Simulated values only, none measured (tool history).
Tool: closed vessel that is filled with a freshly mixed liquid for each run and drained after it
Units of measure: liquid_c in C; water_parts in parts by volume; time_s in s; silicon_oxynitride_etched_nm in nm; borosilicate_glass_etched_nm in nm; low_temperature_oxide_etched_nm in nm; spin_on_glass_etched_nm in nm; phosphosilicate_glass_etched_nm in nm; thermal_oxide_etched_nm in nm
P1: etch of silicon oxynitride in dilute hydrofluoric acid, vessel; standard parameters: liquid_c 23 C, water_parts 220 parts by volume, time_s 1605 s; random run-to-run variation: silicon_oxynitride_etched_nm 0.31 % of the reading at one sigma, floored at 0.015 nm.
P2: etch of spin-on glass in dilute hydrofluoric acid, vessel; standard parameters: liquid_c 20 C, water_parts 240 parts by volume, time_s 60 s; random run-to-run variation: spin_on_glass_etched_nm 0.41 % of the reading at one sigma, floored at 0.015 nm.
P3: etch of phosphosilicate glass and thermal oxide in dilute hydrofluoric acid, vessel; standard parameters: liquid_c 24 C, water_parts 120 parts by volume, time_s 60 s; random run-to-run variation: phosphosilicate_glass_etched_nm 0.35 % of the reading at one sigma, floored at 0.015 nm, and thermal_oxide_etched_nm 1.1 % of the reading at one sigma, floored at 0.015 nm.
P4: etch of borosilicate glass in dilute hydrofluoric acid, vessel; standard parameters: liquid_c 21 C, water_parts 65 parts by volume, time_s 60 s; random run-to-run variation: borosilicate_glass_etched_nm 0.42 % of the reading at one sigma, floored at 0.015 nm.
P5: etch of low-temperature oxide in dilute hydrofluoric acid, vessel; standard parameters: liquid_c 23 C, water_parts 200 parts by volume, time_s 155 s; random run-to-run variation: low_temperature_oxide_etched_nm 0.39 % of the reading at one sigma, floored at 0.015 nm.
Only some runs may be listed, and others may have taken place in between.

run	day	process	liquid_c	water_parts	time_s	silicon_oxynitride_etched_nm	borosilicate_glass_etched_nm	low_temperature_oxide_etched_nm	spin_on_glass_etched_nm	phosphosilicate_glass_etched_nm	thermal_oxide_etched_nm
1	0.454	P1	23	220	1605	14.216					
2	0.854	P1	23	95	1605	36.251					
3	1.071	P1	23	220	1605	14.217					
4	1.388	P1	23	220	320	2.8443					
5	1.858	P1	17	220	2650	17.812					
6	2.212	P4	17	65	60		22.476				
7	2.608	P4	21	65	60		26.469				
8	2.917	P1	23	310	1605	9.5136					
9	3.4	P4	21	65	60		26.492				
10	3.838	P5	23	200	155			14.372			
11	4.329	P1	23	220	1605	14.326					
12	4.667	P2	17	240	60				11.404		
13	5.146	P1	17	370	1605	5.9401					
14	5.558	P1	23	220	3160	28.023					
15	5.825	P5	23	355	155			6.9818			
16	6.242	P1	23	220	1605	14.269					
17	6.504	P2	20	50	60				74.627		
18	6.758	P2	20	240	60				12.74		
19	7.067	P1	17.5	330	1605	6.8869					
20	7.517	P2	20	240	30				6.4022		
21	7.95	P3	20	120	60					74.272	1.9921
22	8.3	P5	17	200	155			11.358			
23	8.704	P4	21	65	100		44.401				
24	9.1	P1	19.5	220	1605	12.121					

Run 25 is up next; what results do you expect?
25	9.392	P4	21	105	60		?				

For run 25 the tool returned borosilicate_glass_etched_nm 15.548 nm.

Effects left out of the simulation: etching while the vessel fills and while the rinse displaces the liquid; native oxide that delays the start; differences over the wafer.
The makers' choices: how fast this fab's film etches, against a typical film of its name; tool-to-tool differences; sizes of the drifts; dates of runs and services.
